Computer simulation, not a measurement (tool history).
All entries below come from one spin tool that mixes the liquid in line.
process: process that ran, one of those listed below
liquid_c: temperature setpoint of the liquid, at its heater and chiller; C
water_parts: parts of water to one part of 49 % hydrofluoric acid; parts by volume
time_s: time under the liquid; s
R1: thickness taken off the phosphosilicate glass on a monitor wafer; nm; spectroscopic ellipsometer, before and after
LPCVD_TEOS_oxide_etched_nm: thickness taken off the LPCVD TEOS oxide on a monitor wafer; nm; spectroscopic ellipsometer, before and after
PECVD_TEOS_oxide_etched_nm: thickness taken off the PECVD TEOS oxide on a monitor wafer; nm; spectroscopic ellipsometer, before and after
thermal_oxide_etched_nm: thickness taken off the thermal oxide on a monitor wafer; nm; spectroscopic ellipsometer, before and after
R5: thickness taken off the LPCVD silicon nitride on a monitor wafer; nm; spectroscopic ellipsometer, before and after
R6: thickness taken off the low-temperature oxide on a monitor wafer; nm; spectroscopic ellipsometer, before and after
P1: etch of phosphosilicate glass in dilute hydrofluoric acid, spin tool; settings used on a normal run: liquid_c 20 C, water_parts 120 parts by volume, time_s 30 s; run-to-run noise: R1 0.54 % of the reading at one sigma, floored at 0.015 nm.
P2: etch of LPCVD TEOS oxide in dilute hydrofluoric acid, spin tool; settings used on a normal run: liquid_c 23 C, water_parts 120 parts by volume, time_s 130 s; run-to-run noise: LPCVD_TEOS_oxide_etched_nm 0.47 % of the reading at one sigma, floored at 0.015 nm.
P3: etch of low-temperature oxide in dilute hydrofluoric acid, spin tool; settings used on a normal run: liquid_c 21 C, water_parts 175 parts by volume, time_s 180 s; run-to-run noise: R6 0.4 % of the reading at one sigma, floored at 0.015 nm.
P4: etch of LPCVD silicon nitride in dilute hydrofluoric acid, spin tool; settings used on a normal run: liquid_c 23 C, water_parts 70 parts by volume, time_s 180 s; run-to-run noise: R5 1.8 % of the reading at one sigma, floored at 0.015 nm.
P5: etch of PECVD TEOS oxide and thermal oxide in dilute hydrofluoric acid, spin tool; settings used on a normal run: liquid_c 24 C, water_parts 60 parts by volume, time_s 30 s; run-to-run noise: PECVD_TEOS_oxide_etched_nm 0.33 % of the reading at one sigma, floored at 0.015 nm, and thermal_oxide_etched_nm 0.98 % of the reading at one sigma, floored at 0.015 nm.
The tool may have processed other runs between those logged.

Run 1, hour 9.4: process P1, liquid_c 20 C, water_parts 120 parts by volume, time_s 30 s. Result: R1 41.657 nm.
Run 2, hour 20.9: process P2, liquid_c 17 C, water_parts 120 parts by volume, time_s 130 s. Result: LPCVD_TEOS_oxide_etched_nm 22.409 nm.
Run 3, hour 27.8: process P1, liquid_c 20 C, water_parts 120 parts by volume, time_s 30 s. Result: R1 41.278 nm.
Run 4, hour 35.4: process P5, liquid_c 24 C, water_parts 60 parts by volume, time_s 30 s. Result: PECVD_TEOS_oxide_etched_nm 15.773 nm, thermal_oxide_etched_nm 2.7469 nm.
Run 5, hour 45.2: process P1, liquid_c 17 C, water_parts 120 parts by volume, time_s 30 s. Result: R1 36.341 nm.
Run 6, hour 56.1: process P5, liquid_c 24 C, water_parts 90 parts by volume, time_s 30 s. Result: PECVD_TEOS_oxide_etched_nm 10.097 nm, thermal_oxide_etched_nm 1.7644 nm.
Run 7, hour 66.2: process P1, liquid_c 20 C, water_parts 120 parts by volume, time_s 30 s. Result: R1 41.105 nm.
Run 8, hour 74: process P1, liquid_c 28 C, water_parts 120 parts by volume, time_s 30 s. Result: R1 57.022 nm.
Run 9, hour 85.8: process P2, liquid_c 23 C, water_parts 195 parts by volume, time_s 130 s. Result: LPCVD_TEOS_oxide_etched_nm 16.195 nm.
Run 10, hour 98: process P4, liquid_c 23 C, water_parts 20 parts by volume, time_s 180 s. Result: R5 4.535 nm.
Run 11, hour 107: process P1, liquid_c 20 C, water_parts 120 parts by volume, time_s 30 s. Result: R1 41.248 nm.
Run 12, hour 115.5: process P1, liquid_c 20 C, water_parts 35 parts by volume, time_s 30 s. Result: R1 155.87 nm.
Run 13, hour 123.1: process P5, liquid_c 24 C, water_parts 60 parts by volume, time_s 15 s. Result: PECVD_TEOS_oxide_etched_nm 7.8754 nm, thermal_oxide_etched_nm 1.3984 nm.
Run 14, hour 132: process P2, liquid_c 23 C, water_parts 120 parts by volume, time_s 25 s. Result: LPCVD_TEOS_oxide_etched_nm 5.5062 nm.
Run 15, hour 141.4: process P1, liquid_c 20 C, water_parts 120 parts by volume, time_s 30 s. Result: R1 41.528 nm.
Run 16, hour 151: process P1, liquid_c 20 C, water_parts 120 parts by volume, time_s 55 s. Result: R1 76.025 nm.
Run 17, hour 156.5: process P1, liquid_c 20 C, water_parts 120 parts by volume, time_s 15 s. Result: R1 20.672 nm.
Run 18, hour 166.3: process P1, liquid_c 20 C, water_parts 120 parts by volume, time_s 30 s. Result: R1 41.072 nm.
Run 19, hour 172.1: process P1, liquid_c 17 C, water_parts 200 parts by volume, time_s 30 s. Result: R1 20.374 nm.
Run 20, hour 180.8: process P1, liquid_c 20 C, water_parts 120 parts by volume, time_s 30 s. Result: R1 41.325 nm.
Run 21, hour 189.5: process P3, liquid_c 21 C, water_parts 175 parts by volume, time_s 180 s. Result: R6 9.2877 nm.
Run 22, hour 199: process P4, liquid_c 31 C, water_parts 70 parts by volume, time_s 180 s. Result: R5 2.2925 nm.
Run 23, hour 210.4: process P4, liquid_c 23 C, water_parts 70 parts by volume, time_s 50 s. Result: R5 0.34039 nm.
Run 24, hour 215.6: process P3, liquid_c 21 C, water_parts 175 parts by volume, time_s 280 s. Result: R6 14.458 nm.
Run 25, hour 224: process P1, liquid_c 20 C, water_parts 185 parts by volume, time_s 50 s. Result: R1 41.896 nm.
Run 26, hour 236: process P1, liquid_c 20 C, water_parts 200 parts by volume, time_s 30 s. Result: R1 23.027 nm.
Run 27, hour 244.8: process P4, liquid_c 23 C, water_parts 70 parts by volume, time_s 180 s. Result: R5 1.3406 nm.
Run 28, hour 253.2: process P2, liquid_c 23 C, water_parts 120 parts by volume, time_s 130 s. Result: LPCVD_TEOS_oxide_etched_nm 28.668 nm.
Run 29, hour 259.1: process P1, liquid_c 28 C, water_parts 205 parts by volume, time_s 30 s. Result: R1 29.921 nm.
Run 30, hour 266: process P3, liquid_c 21 C, water_parts 70 parts by volume, time_s 180 s. Result: R6 26.022 nm.
Run 31, hour 272.3: process P4, liquid_c 23 C, water_parts 70 parts by volume, time_s 180 s. Result: R5 1.3184 nm.
Run 32, hour 281.3: process P3, liquid_c 27.5 C, water_parts 175 parts by volume, time_s 180 s. Result: R6 11.809 nm.
Run 33, hour 292.6: process P5, liquid_c 32.5 C, water_parts 60 parts by volume, time_s 30 s. Result: PECVD_TEOS_oxide_etched_nm 21.886 nm, thermal_oxide_etched_nm 3.8823 nm.
Run 34, hour 301.3: process P1, liquid_c 20 C, water_parts 120 parts by volume, time_s 30 s. Result: R1 41.26 nm.
Run 35, hour 311.6: process P1, liquid_c 20 C, water_parts 120 parts by volume, time_s 30 s. Result: R1 40.437 nm.
Run 36, hour 323.2: process P1, liquid_c 20 C, water_parts 120 parts by volume, time_s 30 s. Result: R1 39.201 nm.
Run 37, hour 332.3: process P1, liquid_c 20 C, water_parts 120 parts by volume, time_s 30 s. Result: R1 38.527 nm.
Run 38, hour 344: process P1, liquid_c 20 C, water_parts 120 parts by volume, time_s 30 s. Result: R1 37.891 nm.
Run 39, hour 352.4: process P1, liquid_c 20 C, water_parts 120 parts by volume, time_s 30 s. Result: R1 37.995 nm.
Run 40, hour 358.9: process P1, liquid_c 20 C, water_parts 120 parts by volume, time_s 30 s. Result: R1 38.12 nm.
Run 41, hour 365.9: process P1, liquid_c 20 C, water_parts 120 parts by volume, time_s 30 s. Result: R1 37.735 nm.
Run 42, hour 374.6: process P1, liquid_c 20 C, water_parts 120 parts by volume, time_s 30 s. Result: R1 37.803 nm.
Run 43, hour 380.5: process P1, liquid_c 20 C, water_parts 120 parts by volume, time_s 30 s. Result: R1 37.904 nm.
Run 44, hour 391.7: process P1, liquid_c 20 C, water_parts 120 parts by volume, time_s 30 s. Result: R1 37.934 nm.

The log shows P1 creeping away from where it was. Any of the 2 causes listed here, at the size stated for it, fits the log just as well as the others:
A: hydrofluoric acid flow below the setpoint (%) = 7.92
B: liquid colder than its thermometer reads (K) = 2.29
The drift started at roughly hour 301.3.

You are offered 4 check runs, listed below with question marks in place of their results; each one averages 3 wafers. Which run separates the listed causes by giving clearly different results for each?
Run check 1, hour 402.9: process P5, liquid_c 30 C, water_parts 60 parts by volume, time_s 15 s. Result: PECVD_TEOS_oxide_etched_nm ?, thermal_oxide_etched_nm ?.
Run check 2, hour 402.9: process P2, liquid_c 17.5 C, water_parts 120 parts by volume, time_s 130 s. Result: LPCVD_TEOS_oxide_etched_nm ?.
Run check 3, hour 402.9: process P4, liquid_c 28 C, water_parts 20 parts by volume, time_s 180 s. Result: R5 ?.
Run check 4, hour 402.9: process P3, liquid_c 21 C, water_parts 120 parts by volume, time_s 180 s. Result: R6 ?.

Predicted outcomes, by check and by cause:
  check                      result    if A    if B
check 1  PECVD_TEOS_oxide_etched_nm  9.1237  9.1275
check 1     thermal_oxide_etched_nm  1.5979  1.5985
check 2  LPCVD_TEOS_oxide_etched_nm  20.882  20.817
check 3                          R5  5.8871  5.4624
check 4                          R6  13.023  13.035
Per-check spread between the two closest causes, in the result where they differ most: check 1 0.04 %; check 2 0.31 %; check 3 7.49 %; check 4 0.09 %
Check 3 is the one run that separates the causes; every other check would come out nearly the same whichever cause is at work.

The results of check 3 are: R5 5.9122 nm. Based on these, which of the listed causes is it?

The correct cause is A, namely: hydrofluoric acid flow below the setpoint (%).
